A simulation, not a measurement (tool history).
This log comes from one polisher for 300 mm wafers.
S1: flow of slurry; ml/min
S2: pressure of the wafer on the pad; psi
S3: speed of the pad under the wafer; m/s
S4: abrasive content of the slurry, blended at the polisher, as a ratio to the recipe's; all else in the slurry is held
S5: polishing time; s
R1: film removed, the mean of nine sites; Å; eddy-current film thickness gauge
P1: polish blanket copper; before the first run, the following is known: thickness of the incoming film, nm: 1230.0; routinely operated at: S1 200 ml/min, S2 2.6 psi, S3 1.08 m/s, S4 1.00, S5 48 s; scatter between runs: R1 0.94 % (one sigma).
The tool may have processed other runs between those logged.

| run | day | S1 | S2 | S3 | S4 | S5 | R1 |
|---|---|---|---|---|---|---|---|
| 1 | 0.129 | 200 | 2.6 | 1.08 | 1.00 | 48 | 1204.80 |
| 2 | 0.233 | 200 | 2.6 | 0.50 | 1.00 | 48 | 557.09 |
| 3 | 0.367 | 200 | 1.7 | 1.08 | 1.00 | 25 | 408.09 |
| 4 | 0.471 | 200 | 2.6 | 1.08 | 1.00 | 71 | 1768.10 |
| 5 | 0.612 | 300 | 2.6 | 1.08 | 1.00 | 48 | 1243.10 |
| 6 | 0.775 | 200 | 2.6 | 1.08 | 1.00 | 30 | 753.40 |
| 7 | 0.904 | 200 | 2.6 | 1.08 | 1.00 | 48 | 1189.10 |
| 8 | 1.062 | 200 | 2.6 | 1.08 | 1.00 | 48 | 1204.30 |
| 9 | 1.183 | 200 | 3.9 | 1.08 | 1.00 | 48 | 1826.30 |
| 10 | 1.275 | 120 | 2.6 | 1.08 | 1.00 | 48 | 1109.20 |
| 11 | 1.358 | 200 | 2.6 | 1.08 | 1.00 | 48 | 1202.00 |
| 12 | 1.467 | 200 | 2.6 | 1.08 | 0.65 | 48 | 1103.30 |
| 13 | 1.633 | 200 | 1.5 | 1.08 | 1.00 | 48 | 688.75 |
| 14 | 1.821 | 245 | 2.6 | 0.80 | 1.00 | 48 | 910.38 |
| 15 | 1.908 | 200 | 2.6 | 1.44 | 1.00 | 48 | 1618.10 |
| 16 | 2.008 | 200 | 2.6 | 1.08 | 1.40 | 48 | 1300.40 |
| 17 | 2.188 | 200 | 2.6 | 1.08 | 1.00 | 48 | 1204.10 |
| 18 | 2.279 | 270 | 2.6 | 1.08 | 1.00 | 22 | 568.26 |
| 19 | 2.408 | 200 | 2.6 | 1.08 | 1.00 | 48 | 1221.30 |
| 20 | 2.558 | 200 | 2.6 | 1.08 | 1.00 | 48 | 1177.10 |
| 21 | 2.679 | 200 | 2.6 | 1.08 | 1.00 | 48 | 1157.70 |
| 22 | 2.833 | 200 | 2.6 | 1.08 | 1.00 | 48 | 1151.70 |
|  | 2.838 | worn pad replaced by a new one |
|  | 2.871 | head pressure recalibrated |
| 23 | 2.954 | 200 | 2.6 | 1.08 | 1.00 | 48 | 1146.10 |
| 24 | 3.042 | 200 | 2.6 | 1.08 | 1.00 | 48 | 1162.50 |
| 25 | 3.188 | 200 | 2.6 | 1.08 | 1.00 | 48 | 1138.40 |
| 26 | 3.329 | 200 | 2.6 | 1.08 | 1.00 | 48 | 1160.90 |

What P1 gives has crept away from where it was. These 2 causes fit the log equally well, each at the size given:
A: abrasive missing from the slurry, % = 22.2
B: slurry flow missing at the pad, % = 28.9
Creep in the process output first set in at about day 2.408.
Each remaining cause and why it is not a fit:
removal rate lost through wear of the pad, %: its service at day 2.838 followed the start of the drift and did not put the process back to its old value
head's pressure below its setpoint, %: its service at day 2.871 followed the start of the drift and did not put the process back to its old value

The list below offers 4 check runs, each averaging the results of 5 wafers, and shows each result as a question mark. For which of them would the listed causes give clearly different results?
| check 1 | 3.471 | 120 | 2.6 | 1.08 | 1.00 | 67 | ? |
| check 2 | 3.471 | 200 | 2.6 | 0.54 | 0.75 | 48 | ? |
| check 3 | 3.471 | 200 | 3.9 | 1.08 | 0.75 | 48 | ? |
| check 4 | 3.471 | 200 | 3.6 | 1.08 | 1.00 | 66 | ? |

If the cause were each of the candidates in turn, the checks would give the following:
| check | result | if A | if B |
|---|---|---|---|
| check 1 | R1 | 1460.80 | 1416.10 |
| check 2 | R1 | 537.76 | 536.82 |
| check 3 | R1 | 1613.30 | 1610.40 |
| check 4 | R1 | 2171.40 | 2171.70 |
Per check, the gap between the least separated pair of causes, taken in the result that splits them most: check 1 3.1 %; check 2 0.18 %; check 3 0.18 %; check 4 0.01 %
The causes can be told apart only by check 1. The other checks would give nearly the same results under each of them.

Check 1 has now been run. It gave: R1 1458.30 Å. Which of the candidate causes is it?

Of the candidate causes, it is A: abrasive missing from the slurry, %.

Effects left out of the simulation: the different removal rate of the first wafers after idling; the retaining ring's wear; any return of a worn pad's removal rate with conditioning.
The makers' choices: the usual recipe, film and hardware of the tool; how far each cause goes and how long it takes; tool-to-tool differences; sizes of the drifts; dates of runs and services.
